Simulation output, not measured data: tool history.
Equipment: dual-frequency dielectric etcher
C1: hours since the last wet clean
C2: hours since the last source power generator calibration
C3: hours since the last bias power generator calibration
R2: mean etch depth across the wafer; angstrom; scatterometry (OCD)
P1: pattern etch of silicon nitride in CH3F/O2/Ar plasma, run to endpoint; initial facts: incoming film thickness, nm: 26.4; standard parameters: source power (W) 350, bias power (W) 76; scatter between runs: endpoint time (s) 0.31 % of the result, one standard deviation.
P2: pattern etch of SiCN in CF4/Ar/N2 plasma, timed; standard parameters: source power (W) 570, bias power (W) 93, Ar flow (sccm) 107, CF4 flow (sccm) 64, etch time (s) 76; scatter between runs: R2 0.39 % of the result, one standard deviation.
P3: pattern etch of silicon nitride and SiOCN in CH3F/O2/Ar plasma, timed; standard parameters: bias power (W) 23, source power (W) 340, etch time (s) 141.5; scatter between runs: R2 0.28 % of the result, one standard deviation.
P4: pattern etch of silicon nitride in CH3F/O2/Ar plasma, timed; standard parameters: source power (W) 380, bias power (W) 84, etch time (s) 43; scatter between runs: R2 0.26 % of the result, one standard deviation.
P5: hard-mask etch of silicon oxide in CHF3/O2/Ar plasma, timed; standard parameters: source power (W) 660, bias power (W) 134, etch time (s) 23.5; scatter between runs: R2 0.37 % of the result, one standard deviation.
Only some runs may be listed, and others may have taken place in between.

run 1 hour=6.5 | process_that_ran=P1 source_power_(W)=350 bias_power_(W)=76 | C1=241 C2=2270.6 C3=2958.6 | endpoint_time_(s)=39.236
run 2 hour=11.8 | process_that_ran=P5 source_power_(W)=660 bias_power_(W)=134 etch_time_(s)=23.5 | C1=246.3 C2=2275.9 C3=2963.9 | R2=433.6
run 3 hour=17.5 | process_that_ran=P5 source_power_(W)=660 bias_power_(W)=170 etch_time_(s)=23.5 | C1=252 C2=2281.6 C3=2969.6 | R2=466.53
run 4 hour=22.3 | process_that_ran=P2 source_power_(W)=570 bias_power_(W)=93 etch_time_(s)=76 Ar_flow_(sccm)=107 CF4_flow_(sccm)=64 | C1=256.8 C2=2286.4 C3=2974.4 | R2=871.34
run 5 hour=26.3 | process_that_ran=P3 source_power_(W)=340 bias_power_(W)=14 etch_time_(s)=141.5 | C1=260.8 C2=2290.4 C3=2978.4 | R2=144.88
run 6 hour=33.5 | process_that_ran=P1 source_power_(W)=350 bias_power_(W)=76 | C1=268 C2=2297.6 C3=2985.6 | endpoint_time_(s)=39.185
run 7 hour=38.3 | process_that_ran=P4 source_power_(W)=380 bias_power_(W)=84 etch_time_(s)=43 | C1=272.8 C2=2302.4 C3=2990.4 | R2=316.53
run 8 hour=43.4 | process_that_ran=P1 source_power_(W)=220 bias_power_(W)=76 | C1=277.9 C2=2307.5 C3=2995.5 | endpoint_time_(s)=46.71
run 9 hour=48.6 | process_that_ran=P1 source_power_(W)=350 bias_power_(W)=76 | C1=283.1 C2=2312.7 C3=3000.7 | endpoint_time_(s)=39.184
run 10 hour=52.8 | process_that_ran=P1 source_power_(W)=470 bias_power_(W)=76 | C1=287.3 C2=2316.9 C3=3004.9 | endpoint_time_(s)=35.061
run 11 hour=57.9 | process_that_ran=P4 source_power_(W)=470 bias_power_(W)=84 etch_time_(s)=43 | C1=292.4 C2=2322 C3=3010 | R2=343.94
run 12 hour=63.9 | process_that_ran=P2 source_power_(W)=570 bias_power_(W)=56 etch_time_(s)=76 Ar_flow_(sccm)=107 CF4_flow_(sccm)=64 | C1=298.4 C2=2328 C3=3016 | R2=730.34
run 13 hour=67.3 | process_that_ran=P1 source_power_(W)=270 bias_power_(W)=53 | C1=301.8 C2=2331.4 C3=3019.4 | endpoint_time_(s)=49.089
run 14 hour=74.9 | process_that_ran=P3 source_power_(W)=340 bias_power_(W)=23 etch_time_(s)=102 | C1=309.4 C2=2339 C3=3027 | R2=129.14
run 15 hour=78.5 | process_that_ran=P1 source_power_(W)=350 bias_power_(W)=76 | C1=313 C2=2342.6 C3=3030.6 | endpoint_time_(s)=39.267
run 16 hour=82.9 | process_that_ran=P1 source_power_(W)=350 bias_power_(W)=96 | C1=317.4 C2=2347 C3=3035 | endpoint_time_(s)=35.962
-- hour=88.3 wet clean of the chamber
run 17 hour=88.6 | process_that_ran=P3 source_power_(W)=280 bias_power_(W)=23 etch_time_(s)=141.5 | C1=0.4 C2=2352.7 C3=3040.7 | R2=167.43
run 18 hour=94.3 | process_that_ran=P2 source_power_(W)=570 bias_power_(W)=93 etch_time_(s)=76 Ar_flow_(sccm)=107 CF4_flow_(sccm)=85 | C1=6.1 C2=2358.4 C3=3046.4 | R2=905.48
run 19 hour=98.4 | process_that_ran=P2 source_power_(W)=570 bias_power_(W)=93 etch_time_(s)=76 Ar_flow_(sccm)=107 CF4_flow_(sccm)=64 | C1=10.2 C2=2362.5 C3=3050.5 | R2=867.06
run 20 hour=102.4 | process_that_ran=P2 source_power_(W)=570 bias_power_(W)=93 etch_time_(s)=76 Ar_flow_(sccm)=78 CF4_flow_(sccm)=64 | C1=14.2 C2=2366.5 C3=3054.5 | R2=901.64
run 21 hour=106 | process_that_ran=P5 source_power_(W)=660 bias_power_(W)=134 etch_time_(s)=34.5 | C1=17.8 C2=2370.1 C3=3058.1 | R2=633.75
run 22 hour=111.8 | process_that_ran=P4 source_power_(W)=380 bias_power_(W)=84 etch_time_(s)=43 | C1=23.6 C2=2375.9 C3=3063.9 | R2=317.16
run 23 hour=117.6 | process_that_ran=P4 source_power_(W)=380 bias_power_(W)=55 etch_time_(s)=43 | C1=29.4 C2=2381.7 C3=3069.7 | R2=276.34
run 24 hour=122.2 | process_that_ran=P2 source_power_(W)=740 bias_power_(W)=93 etch_time_(s)=76 Ar_flow_(sccm)=107 CF4_flow_(sccm)=64 | C1=34 C2=2386.3 C3=3074.3 | R2=1092.8
run 25 hour=130 | process_that_ran=P1 source_power_(W)=350 bias_power_(W)=76 | C1=41.8 C2=2394.1 C3=3082.1 | endpoint_time_(s)=39.157
run 26 hour=135.4 | process_that_ran=P3 source_power_(W)=340 bias_power_(W)=23 etch_time_(s)=141.5 | C1=47.2 C2=2399.5 C3=3087.5 | R2=179.54
run 27 hour=138.8 | process_that_ran=P1 source_power_(W)=350 bias_power_(W)=76 | C1=50.6 C2=2402.9 C3=3090.9 | endpoint_time_(s)=39.406
run 28 hour=146.4 | process_that_ran=P4 source_power_(W)=380 bias_power_(W)=84 etch_time_(s)=27.5 | C1=58.2 C2=2410.5 C3=3098.5 | R2=202.7
run 29 hour=151.7 | process_that_ran=P5 source_power_(W)=850 bias_power_(W)=134 etch_time_(s)=23.5 | C1=63.5 C2=2415.8 C3=3103.8 | R2=475.08
run 30 hour=158.1 | process_that_ran=P2 source_power_(W)=570 bias_power_(W)=93 etch_time_(s)=114 Ar_flow_(sccm)=107 CF4_flow_(sccm)=64 | C1=69.9 C2=2422.2 C3=3110.2 | R2=1307.4
run 31 hour=165.3 | process_that_ran=P1 source_power_(W)=350 bias_power_(W)=60 | C1=77.1 C2=2429.4 C3=3117.4 | endpoint_time_(s)=42.195
run 32 hour=170.6 | process_that_ran=P1 source_power_(W)=350 bias_power_(W)=76 | C1=82.4 C2=2434.7 C3=3122.7 | endpoint_time_(s)=39.104
run 33 hour=177.5 | process_that_ran=P1 source_power_(W)=350 bias_power_(W)=76 | C1=89.3 C2=2441.6 C3=3129.6 | endpoint_time_(s)=39.381
run 34 hour=184.4 | process_that_ran=P1 source_power_(W)=350 bias_power_(W)=76 | C1=96.2 C2=2448.5 C3=3136.5 | endpoint_time_(s)=39.788
run 35 hour=190.7 | process_that_ran=P1 source_power_(W)=350 bias_power_(W)=76 | C1=102.5 C2=2454.8 C3=3142.8 | endpoint_time_(s)=39.678
-- hour=192.3 wet clean of the chamber
run 36 hour=196.7 | process_that_ran=P1 source_power_(W)=350 bias_power_(W)=76 | C1=4.4 C2=2460.8 C3=3148.8 | endpoint_time_(s)=39.739

What will run 37 give?
run 37 hour=204.6 | process_that_ran=P1 source_power_(W)=350 bias_power_(W)=76 | C1=12.3 C2=2468.7 C3=3156.7 | endpoint_time_(s)=?

Run 37 produced endpoint time (s) 39.692.
